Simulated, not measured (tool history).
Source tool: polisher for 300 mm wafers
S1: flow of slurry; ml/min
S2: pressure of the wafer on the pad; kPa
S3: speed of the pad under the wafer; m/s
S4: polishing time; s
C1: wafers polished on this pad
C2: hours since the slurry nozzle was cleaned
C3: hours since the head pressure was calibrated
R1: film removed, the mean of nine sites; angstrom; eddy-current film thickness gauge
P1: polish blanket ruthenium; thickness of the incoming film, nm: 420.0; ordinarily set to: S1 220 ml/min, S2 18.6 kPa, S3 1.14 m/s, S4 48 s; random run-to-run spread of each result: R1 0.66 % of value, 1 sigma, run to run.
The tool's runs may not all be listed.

run	day	S1	S2	S3	S4	C1	C2	C3	R1
1	0.146	220	18.6	1.14	48	197	219.7	246.7	725.56
2	0.404	220	27.6	1.14	48	266	225.9	252.9	1080.60
3	0.625	220	18.6	1.14	73	324	231.2	258.2	1098.70
4	0.783	220	18.6	1.14	48	366	235.0	262.0	729.26
# day 0.825: head pressure recalibrated
5	0.929	220	18.6	1.78	48	404	238.5	2.6	1146.70
6	1.150	220	18.6	1.14	29	462	243.8	7.9	442.32
7	1.338	315	18.6	1.14	48	512	248.3	12.4	748.90
8	1.646	220	9.0	1.14	48	593	255.7	19.8	354.15
9	1.867	325	26.2	1.14	48	651	261.0	25.1	1078.80
10	2.125	130	18.6	1.14	48	719	267.2	31.3	674.85
11	2.412	220	18.6	1.14	48	795	274.1	38.2	734.08
12	2.621	220	18.6	1.14	48	850	279.1	43.2	729.26
13	2.900	220	18.6	0.84	48	924	285.8	49.9	539.30
14	3.112	220	18.6	1.14	48	980	290.9	55.0	723.67
15	3.446	220	18.6	1.14	48	1067	298.9	63.0	720.30
16	3.708	220	18.6	1.14	48	1137	305.2	69.3	714.38
17	3.904	220	18.6	1.14	48	1188	309.9	74.0	707.43
18	4.071	220	18.6	1.14	48	1232	313.9	78.0	708.39
19	4.388	220	18.6	1.14	48	1316	321.5	85.6	690.07
20	4.550	220	18.6	1.14	48	1359	325.4	89.5	690.80
# day 4.754: head pressure recalibrated
21	4.883	220	18.6	1.14	48	1446	333.4	3.2	690.52
22	5.138	220	18.6	1.14	48	1513	339.5	9.3	688.60

Expected results for the next run?
23	5.375	220	18.6	1.14	48	1576	345.2	15.0	?

For run 23 the tool returned R1 690.61 angstrom.
